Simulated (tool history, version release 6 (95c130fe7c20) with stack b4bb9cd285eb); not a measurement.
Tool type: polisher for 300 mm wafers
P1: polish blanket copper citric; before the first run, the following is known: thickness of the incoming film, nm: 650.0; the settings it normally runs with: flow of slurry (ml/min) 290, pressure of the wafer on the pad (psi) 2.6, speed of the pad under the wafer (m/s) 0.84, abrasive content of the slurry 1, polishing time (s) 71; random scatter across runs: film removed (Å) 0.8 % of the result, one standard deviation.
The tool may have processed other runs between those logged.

run,hour,flow of slurry (ml/min),pressure of the wafer on the pad (psi),speed of the pad under the wafer (m/s),abrasive content of the slurry,polishing time (s),wafers polished on this pad,hours since the slurry nozzle was cleaned,hours since the head pressure was calibrated,hours since the slurry blender was calibrated,film removed (Å)
1,7.8,290,2.6,0.84,1,71,144,254.4,200,316.2,1192
2,17.1,290,2.6,0.84,1,71,212,263.7,209.3,325.5,1207.2
3,30,430,2.6,0.56,1,71,306,276.6,222.2,338.4,826.02
# hour 31.5: slurry nozzle cleaned
4,42.7,290,2.6,0.84,1,71,398,11.2,234.9,351.1,1188.6
5,49.9,175,2.6,0.84,1,71,450,18.4,242.1,358.3,1128.8
6,61,290,2.6,0.84,1.4,71,531,29.5,253.2,369.4,1295.8
7,74.3,290,2.6,0.84,1,71,627,42.8,266.5,382.7,1179.5
8,84.4,290,2.6,0.84,0.5,71,701,52.9,276.6,392.8,1023.1
9,90.4,290,3.9,0.84,1,71,744,58.9,282.6,398.8,1760.1
10,98.6,290,2.6,0.38,1,71,804,67.1,290.8,407,548.68
11,105.3,435,2.6,0.84,1,71,852,73.8,297.5,413.7,1222.3
12,118.9,290,2.6,0.84,1,35,951,87.4,311.1,427.3,589.22
13,127.7,175,2.6,0.48,1,71,1015,96.2,319.9,436.1,651.72
14,139.9,290,2.6,0.84,1,71,1104,108.4,332.1,448.3,1167.1
15,147.7,290,2.6,1.28,1,71,1160,116.2,339.9,456.1,1761.9
16,155.3,290,2.6,0.84,1,112,1216,123.8,347.5,463.7,1855.1
17,164.9,290,1.2,0.84,1,71,1285,133.4,357.1,473.3,567.11
18,173.7,290,2.6,0.84,1,71,1349,142.2,365.9,482.1,1179.4
19,184.1,290,2.6,0.84,1,71,1425,152.6,376.3,492.5,1184.1
20,196.2,290,2.6,0.84,1,71,1513,164.7,388.4,504.6,1169.6
21,203.3,290,2.6,0.84,1,71,1564,171.8,395.5,511.7,1139.4
# hour 214.1: worn pad replaced by a new one
22,215.5,290,2.6,0.84,1,71,10,184,407.7,523.9,1129.3
# hour 222: head pressure recalibrated
23,225.7,290,2.6,0.84,1,71,84,194.2,3.8,534.1,1124.9
24,234.9,290,2.6,0.84,1,71,151,203.4,13,543.3,1126.8
25,244.9,290,2.6,0.84,1,71,223,213.4,23,553.3,1112.6
26,255.5,290,2.6,0.84,1,71,300,224,33.6,563.9,1126

P1 has crept away from where it was. The log is fitted equally well by each of these 2 causes, at the sizes shown:
A: slurry flow missing at the pad, % = 38.7
B: abrasive missing from the slurry, % = 23.8
The process output started creeping at around hour 184.1.
The rest of the possible causes, and what rules out each one:
removal rate lost through wear of the pad, %: serviced at hour 214.1, after the drift had started, without restoring the earlier output
head's pressure below its setpoint, %: serviced at hour 222, after the drift had started, without restoring the earlier output

Below are 4 check runs, each averaged over 3 wafers, with their results shown as question marks. Which of them would give clearly different results depending on which cause is behind the drift?
check 1,266.1,175,1.3,0.84,1,71,,,,,?
check 2,266.1,290,1.2,0.84,1,71,,,,,?
check 3,266.1,290,2.6,0.84,0.75,46,,,,,?
check 4,266.1,290,2.6,0.84,0.55,91,,,,,?

What every check run would give for each of its results, assuming each possible cause in turn:
check,result,if A,if B
check 1,film removed (Å),525.24,543.74
check 2,film removed (Å),535.56,535.63
check 3,film removed (Å),681.56,683.05
check 4,film removed (Å),1266.1,1271.7
Separation of the two closest causes in each check, using whichever result separates them best: check 1 3.46 %; check 2 0.01 %; check 3 0.22 %; check 4 0.44 %
The other checks would show nearly matching results whichever cause is true, so check 1 is the only one that separates the causes.

Running check 1 produced the following: film removed (Å) 545.97. Which one of the listed causes fits?

Of the candidate causes, it is B: abrasive missing from the slurry, %.
